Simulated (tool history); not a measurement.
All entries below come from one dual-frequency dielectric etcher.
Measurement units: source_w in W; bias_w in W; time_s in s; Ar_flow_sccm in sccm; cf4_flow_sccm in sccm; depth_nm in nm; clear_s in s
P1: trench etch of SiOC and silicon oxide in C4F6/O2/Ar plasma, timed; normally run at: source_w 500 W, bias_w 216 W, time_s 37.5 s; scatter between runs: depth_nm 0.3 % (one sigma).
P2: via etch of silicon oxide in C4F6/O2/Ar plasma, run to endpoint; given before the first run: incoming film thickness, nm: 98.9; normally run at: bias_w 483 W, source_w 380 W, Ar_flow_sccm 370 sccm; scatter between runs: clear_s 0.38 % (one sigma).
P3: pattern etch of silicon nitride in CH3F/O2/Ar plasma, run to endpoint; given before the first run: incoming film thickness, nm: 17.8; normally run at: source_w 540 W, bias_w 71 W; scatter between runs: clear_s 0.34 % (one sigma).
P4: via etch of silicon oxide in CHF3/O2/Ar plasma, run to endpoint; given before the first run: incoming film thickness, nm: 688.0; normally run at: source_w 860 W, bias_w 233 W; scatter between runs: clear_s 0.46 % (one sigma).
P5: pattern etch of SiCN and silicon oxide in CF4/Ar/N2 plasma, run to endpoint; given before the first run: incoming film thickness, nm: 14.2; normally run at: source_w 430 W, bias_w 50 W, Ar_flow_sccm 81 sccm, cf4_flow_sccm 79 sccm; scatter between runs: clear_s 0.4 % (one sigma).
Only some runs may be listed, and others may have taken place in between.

run   hour  process  source_w  bias_w  time_s  Ar_flow_sccm  cf4_flow_sccm  hours since the last wet clean  hours since the last source power generator calibration  hours since the last bias power generator calibration  depth_nm  clear_s
  1    9.1       P1       500     216    37.5                                                        308.5                                                   1200.4                                                 1517.3      86.9
  2   17.4       P4       860     233                                                                316.8                                                   1208.7                                                 1525.6             282.14
  3   24.4       P5       430      35                    81             79                           323.8                                                   1215.7                                                 1532.6              19.59
  4   36.4       P3       540      87                                                                335.8                                                   1227.7                                                 1544.6             21.341
  5   44.1       P2       380     385                   370                                          343.5                                                   1235.4                                                 1552.3             24.271
  6   57.6       P1       500     216    37.5                                                          357                                                   1248.9                                                 1565.8    86.345
      59.1  -- source power generator calibrated
  7   69.8       P5       280      50                    81             79                           369.2                                                     10.8                                                   1578             25.911
  8   83.1       P2       380     483                   238                                          382.5                                                     24.1                                                 1591.3             21.286
  9     95       P5       430      50                    81             97                           394.4                                                       36                                                 1603.2             17.391
 10  106.2       P5       430      50                    81             79                           405.6                                                     47.2                                                 1614.4             17.785
 11  119.2       P1       500     216    37.5                                                        418.6                                                     60.2                                                 1627.4    86.342
       131  -- wet clean of the chamber
 12  131.7       P3       540      71                                                                  0.8                                                     72.7                                                 1639.9             22.737
 13  143.1       P1       650     146    37.5                                                         12.2                                                     84.1                                                 1651.3    85.477
 14  153.1       P1       500     216      22                                                         22.2                                                     94.1                                                 1661.3    50.835
 15    166       P1       500     216      47                                                         35.1                                                      107                                                 1674.2       108
 16  175.2       P1       500     282    37.5                                                         44.3                                                    116.2                                                 1683.4    94.372
 17  186.5       P1       620     216    37.5                                                         55.6                                                    127.5                                                 1694.7    94.068
 18  198.8       P5       430      50                    81             79                            67.9                                                    139.8                                                   1707             17.717
 19  211.7       P1       410     216    37.5                                                         80.8                                                    152.7                                                 1719.9    80.123
 20  224.2       P1       500     216    37.5                                                         93.3                                                    165.2                                                 1732.4    86.276
 21  230.1       P3       360      71                                                                 99.2                                                    171.1                                                 1738.3             26.683
 22  236.1       P5       430      50                    51             79                           105.2                                                    177.1                                                 1744.3             16.668
 23  249.4       P4       640     233                                                                118.5                                                    190.4                                                 1757.6             309.51
 24  258.7       P2       280     483                   370                                          127.8                                                    199.7                                                 1766.9             25.229
 25  264.9       P2       380     483                   370                                            134                                                    205.9                                                 1773.1             22.385
 26  271.8       P1       500     216    37.5                                                        140.9                                                    212.8                                                   1780    86.643
 27  281.1       P4       860     191                                                                150.2                                                    222.1                                                 1789.3             301.31
 28  291.1       P1       630     294    37.5                                                        160.2                                                    232.1                                                 1799.3    104.74
 29  299.1       P1       600     297    37.5                                                        168.2                                                    240.1                                                 1807.3    103.58
 30  311.9       P4       860     233                                                                  181                                                    252.9                                                 1820.1             281.34
 31  321.6       P1       500     133    37.5                                                        190.7                                                    262.6                                                 1829.8    74.854
 32  331.8       P1       500     216    37.5                                                        200.9                                                    272.8                                                   1840    86.835
 33  340.2       P1       500     216    37.5                                                        209.3                                                    281.2                                                 1848.4    86.332
 34  346.8       P1       500     216    37.5                                                        215.9                                                    287.8                                                   1855    85.817
 35  359.2       P1       500     216    37.5                                                        228.3                                                    300.2                                                 1867.4    85.734
 36  370.2       P1       500     216    37.5                                                        239.3                                                    311.2                                                 1878.4    85.245
 37    380       P1       500     216    37.5                                                        249.1                                                      321                                                 1888.2    85.178
 38  387.7       P1       500     216    37.5                                                        256.8                                                    328.7                                                 1895.9    84.828
     391.8  -- wet clean of the chamber
 39  399.9       P1       500     216    37.5                                                          8.1                                                    340.9                                                 1908.1    85.814
 40  406.3       P1       500     216    37.5                                                         14.5                                                    347.3                                                 1914.5    85.377
 41  414.6       P1       500     216    37.5                                                         22.8                                                    355.6                                                 1922.8     84.81
 42  421.2       P1       500     216    37.5                                                         29.4                                                    362.2                                                 1929.4     84.86

Something has made what P1 gives creep away from where it was; the 2 causes below, each at its own stated size, fit the log equally well:
A: source power that arrives under what is set, % = 3.9
B: bias power that arrives under what is set, % = 4.66
The process output started creeping at around hour 331.8.
All other causes, with the reason each is excluded:
chamber walls in a state that lowers the etch rate, %: its service at hour 391.8 followed the start of the drift and did not put the process back to its old value

Which of the 4 check runs listed below, each an average over 2 wafers with its results shown as question marks, gives clearly different results under the different listed causes?
check 1  427.8       P4       860     233                                                                                                                                                                                                       ?
check 2  427.8       P3       540      71                                                                                                                                                                                                       ?
check 3  427.8       P5       430      50                    81             79                                                                                                                                                                  ?
check 4  427.8       P2       380     483                   370                                                                                                                                                                                 ?

If the cause were each of the candidates in turn, the checks would give the following:
  check   result    if A    if B
check 1  clear_s  283.73  284.09
check 2  clear_s  23.128  23.142
check 3  clear_s  18.402  18.007
check 4  clear_s  22.754  22.824
How far apart the two closest causes lie, in the result that separates them most: check 1 0.13 %; check 2 0.06 %; check 3 2.17 %; check 4 0.31 %
Check 3 is the one run that separates the causes; every other check would come out nearly the same whichever cause is at work.

Here is what check 3 returned: clear_s 18.332 s. Which cause is it?

Of the candidate causes, it is A: source power that arrives under what is set, %.
